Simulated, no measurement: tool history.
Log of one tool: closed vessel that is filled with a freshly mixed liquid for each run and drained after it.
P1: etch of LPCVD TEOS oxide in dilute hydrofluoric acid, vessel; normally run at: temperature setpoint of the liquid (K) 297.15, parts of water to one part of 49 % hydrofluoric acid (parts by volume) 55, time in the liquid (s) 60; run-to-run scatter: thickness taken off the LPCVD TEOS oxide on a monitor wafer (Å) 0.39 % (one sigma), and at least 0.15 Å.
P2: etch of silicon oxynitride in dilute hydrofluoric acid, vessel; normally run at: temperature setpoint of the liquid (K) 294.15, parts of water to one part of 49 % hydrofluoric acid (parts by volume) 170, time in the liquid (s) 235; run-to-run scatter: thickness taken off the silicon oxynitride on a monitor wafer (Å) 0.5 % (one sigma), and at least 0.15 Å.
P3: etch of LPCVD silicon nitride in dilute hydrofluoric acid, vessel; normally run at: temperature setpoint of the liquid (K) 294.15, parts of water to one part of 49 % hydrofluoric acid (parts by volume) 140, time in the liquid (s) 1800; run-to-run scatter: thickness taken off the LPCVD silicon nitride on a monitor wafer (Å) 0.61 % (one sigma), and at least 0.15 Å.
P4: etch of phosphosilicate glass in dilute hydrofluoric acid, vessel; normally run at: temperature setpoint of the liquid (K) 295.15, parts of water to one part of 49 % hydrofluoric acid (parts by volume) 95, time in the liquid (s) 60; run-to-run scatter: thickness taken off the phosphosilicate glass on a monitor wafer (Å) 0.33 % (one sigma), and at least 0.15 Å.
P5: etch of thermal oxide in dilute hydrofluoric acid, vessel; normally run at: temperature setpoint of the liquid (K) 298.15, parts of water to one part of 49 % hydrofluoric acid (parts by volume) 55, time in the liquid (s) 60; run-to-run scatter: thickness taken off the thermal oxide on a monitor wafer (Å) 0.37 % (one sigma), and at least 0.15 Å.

| run | day | process that ran | temperature setpoint of the liquid (K) | parts of water to one part of 49 % hydrofluoric acid (parts by volume) | time in the liquid (s) | hours since the thermometer was replaced | hours since the hydrofluoric acid flow meter was replaced | thickness taken off the LPCVD TEOS oxide on a monitor wafer (Å) | thickness taken off the phosphosilicate glass on a monitor wafer (Å) | thickness taken off the thermal oxide on a monitor wafer (Å) | thickness taken off the silicon oxynitride on a monitor wafer (Å) | thickness taken off the LPCVD silicon nitride on a monitor wafer (Å) |
|---|---|---|---|---|---|---|---|---|---|---|---|---|
| 1 | 0.125 | P1 | 297.15 | 55 | 60 | 1914.3 | 1014.1 | 638.31 |  |  |  |  |
| 2 | 0.262 | P1 | 297.15 | 55 | 60 | 1917.6 | 1017.4 | 645.89 |  |  |  |  |
| 3 | 0.379 | P1 | 300.65 | 55 | 30 | 1920.4 | 1020.2 | 369.17 |  |  |  |  |
| 4 | 0.558 | P4 | 295.15 | 95 | 100 | 1924.7 | 1024.5 |  | 1120.50 |  |  |  |
| 5 | 0.721 | P4 | 290.15 | 95 | 60 | 1928.6 | 1028.4 |  | 547.14 |  |  |  |
| 6 | 0.879 | P5 | 290.15 | 55 | 60 | 1932.4 | 1032.2 |  |  | 39.480 |  |  |
| 7 | 1.021 | P2 | 294.15 | 95 | 235 | 1935.8 | 1035.6 |  |  |  | 88.379 |  |
| 8 | 1.117 | P1 | 304.65 | 55 | 60 | 1938.1 | 1037.9 | 866.46 |  |  |  |  |
| 9 | 1.262 | P1 | 297.15 | 20 | 60 | 1941.6 | 1041.4 | 1857.80 |  |  |  |  |
| 10 | 1.442 | P1 | 297.15 | 55 | 30 | 1945.9 | 1045.7 | 321.09 |  |  |  |  |
| 11 | 1.612 | P3 | 298.15 | 140 | 1800 | 1950.0 | 1049.8 |  |  |  |  | 67.5720 |
| 12 | 1.758 | P2 | 294.15 | 170 | 235 | 1953.5 | 1053.3 |  |  |  | 46.372 |  |
| 13 | 1.908 | P1 | 290.15 | 55 | 60 | 1957.1 | 1056.9 | 478.42 |  |  |  |  |
| 14 | 2.079 | P1 | 297.15 | 55 | 60 | 1961.2 | 1061.0 | 643.11 |  |  |  |  |
| 15 | 2.238 | P1 | 297.15 | 55 | 60 | 1965.0 | 1064.8 | 643.25 |  |  |  |  |
| 16 | 2.338 | P4 | 295.15 | 95 | 60 | 1967.4 | 1067.2 |  | 672.60 |  |  |  |
| 17 | 2.508 | P2 | 294.15 | 170 | 390 | 1971.5 | 1071.3 |  |  |  | 77.373 |  |
|  | 2.617 | thermometer replaced |
| 18 | 2.642 | P3 | 294.15 | 140 | 1800 | 0.6 | 1074.5 |  |  |  |  | 52.0450 |
| 19 | 2.742 | P3 | 294.15 | 140 | 1800 | 3.0 | 1076.9 |  |  |  |  | 52.5070 |
| 20 | 2.846 | P1 | 297.15 | 55 | 60 | 5.5 | 1079.4 | 638.77 |  |  |  |  |
| 21 | 3.008 | P1 | 297.15 | 55 | 60 | 9.4 | 1083.3 | 648.83 |  |  |  |  |
| 22 | 3.183 | P4 | 295.15 | 175 | 60 | 13.6 | 1087.5 |  | 334.93 |  |  |  |
| 23 | 3.296 | P1 | 297.15 | 55 | 100 | 16.3 | 1090.2 | 1074.10 |  |  |  |  |
| 24 | 3.396 | P2 | 290.15 | 170 | 235 | 18.7 | 1092.6 |  |  |  | 38.882 |  |
|  | 3.500 | hydrofluoric acid flow meter replaced |
| 25 | 3.579 | P5 | 298.15 | 100 | 60 | 23.1 | 1.9 |  |  | 28.512 |  |  |
| 26 | 3.700 | P1 | 297.15 | 80 | 60 | 26.0 | 4.8 | 428.32 |  |  |  |  |
| 27 | 3.875 | P4 | 295.15 | 95 | 60 | 30.2 | 9.0 |  | 674.56 |  |  |  |
| 28 | 3.967 | P5 | 298.15 | 55 | 60 | 32.4 | 11.2 |  |  | 54.602 |  |  |
| 29 | 4.092 | P3 | 294.15 | 250 | 1800 | 35.4 | 14.2 |  |  |  |  | 29.6860 |
| 30 | 4.283 | P3 | 294.15 | 140 | 150 | 40.0 | 18.8 |  |  |  |  | 4.5081 |
| 31 | 4.392 | P5 | 298.15 | 55 | 30 | 42.6 | 21.4 |  |  | 27.606 |  |  |
| 32 | 4.508 | P5 | 298.15 | 55 | 60 | 45.4 | 24.2 |  |  | 54.984 |  |  |
| 33 | 4.596 | P1 | 297.15 | 55 | 60 | 47.5 | 26.3 | 650.03 |  |  |  |  |
| 34 | 4.754 | P1 | 297.15 | 55 | 60 | 51.3 | 30.1 | 667.70 |  |  |  |  |
| 35 | 4.838 | P1 | 297.15 | 55 | 60 | 53.3 | 32.1 | 678.67 |  |  |  |  |
| 36 | 4.933 | P1 | 297.15 | 55 | 60 | 55.6 | 34.4 | 687.93 |  |  |  |  |
| 37 | 5.038 | P1 | 297.15 | 55 | 60 | 58.1 | 36.9 | 688.42 |  |  |  |  |
| 38 | 5.196 | P1 | 297.15 | 55 | 60 | 61.9 | 40.7 | 694.97 |  |  |  |  |
| 39 | 5.279 | P1 | 297.15 | 55 | 60 | 63.9 | 42.7 | 699.31 |  |  |  |  |
| 40 | 5.375 | P1 | 297.15 | 55 | 60 | 66.2 | 45.0 | 702.66 |  |  |  |  |
| 41 | 5.529 | P1 | 297.15 | 55 | 60 | 69.9 | 48.7 | 698.52 |  |  |  |  |
| 42 | 5.712 | P1 | 297.15 | 55 | 60 | 74.3 | 53.1 | 700.85 |  |  |  |  |

What P1 gives has crept away from where it was. These 2 causes fit the log equally well, each at the size given:
A: liquid hotter than its thermometer reads (K) = 2.13
B: hydrofluoric acid flow above the setpoint (%) = 8.41
The creep began at about day 4.596.

4 check runs are offered, one wafer each, their results left as question marks. Which one tells the causes apart?
| check 1 | 5.896 | P2 | 294.15 | 170 | 235 |  |  |  |  |  | ? |  |
| check 2 | 5.896 | P4 | 295.15 | 95 | 60 |  |  |  | ? |  |  |  |
| check 3 | 5.896 | P3 | 294.15 | 140 | 1800 |  |  |  |  |  |  | ? |
| check 4 | 5.896 | P5 | 298.15 | 55 | 60 |  |  |  |  | ? |  |  |

What each check would give under each cause:
| check | result | if A | if B |
|---|---|---|---|
| check 1 | thickness taken off the silicon oxynitride on a monitor wafer (Å) | 51.559 | 51.128 |
| check 2 | thickness taken off the phosphosilicate glass on a monitor wafer (Å) | 734.43 | 737.44 |
| check 3 | thickness taken off the LPCVD silicon nitride on a monitor wafer (Å) | 59.8920 | 56.3300 |
| check 4 | thickness taken off the thermal oxide on a monitor wafer (Å) | 59.772 | 59.815 |
How far apart the two closest causes lie, in the result that separates them most: check 1 0.84 %; check 2 0.41 %; check 3 6.13 %; check 4 0.07 %
Only check 3 tells the causes apart: in the others they would give nearly the same result.

Then check 3 was run and gave: thickness taken off the LPCVD silicon nitride on a monitor wafer (Å) 60.4920. Which cause is it?

It is A: liquid hotter than its thermometer reads (K).

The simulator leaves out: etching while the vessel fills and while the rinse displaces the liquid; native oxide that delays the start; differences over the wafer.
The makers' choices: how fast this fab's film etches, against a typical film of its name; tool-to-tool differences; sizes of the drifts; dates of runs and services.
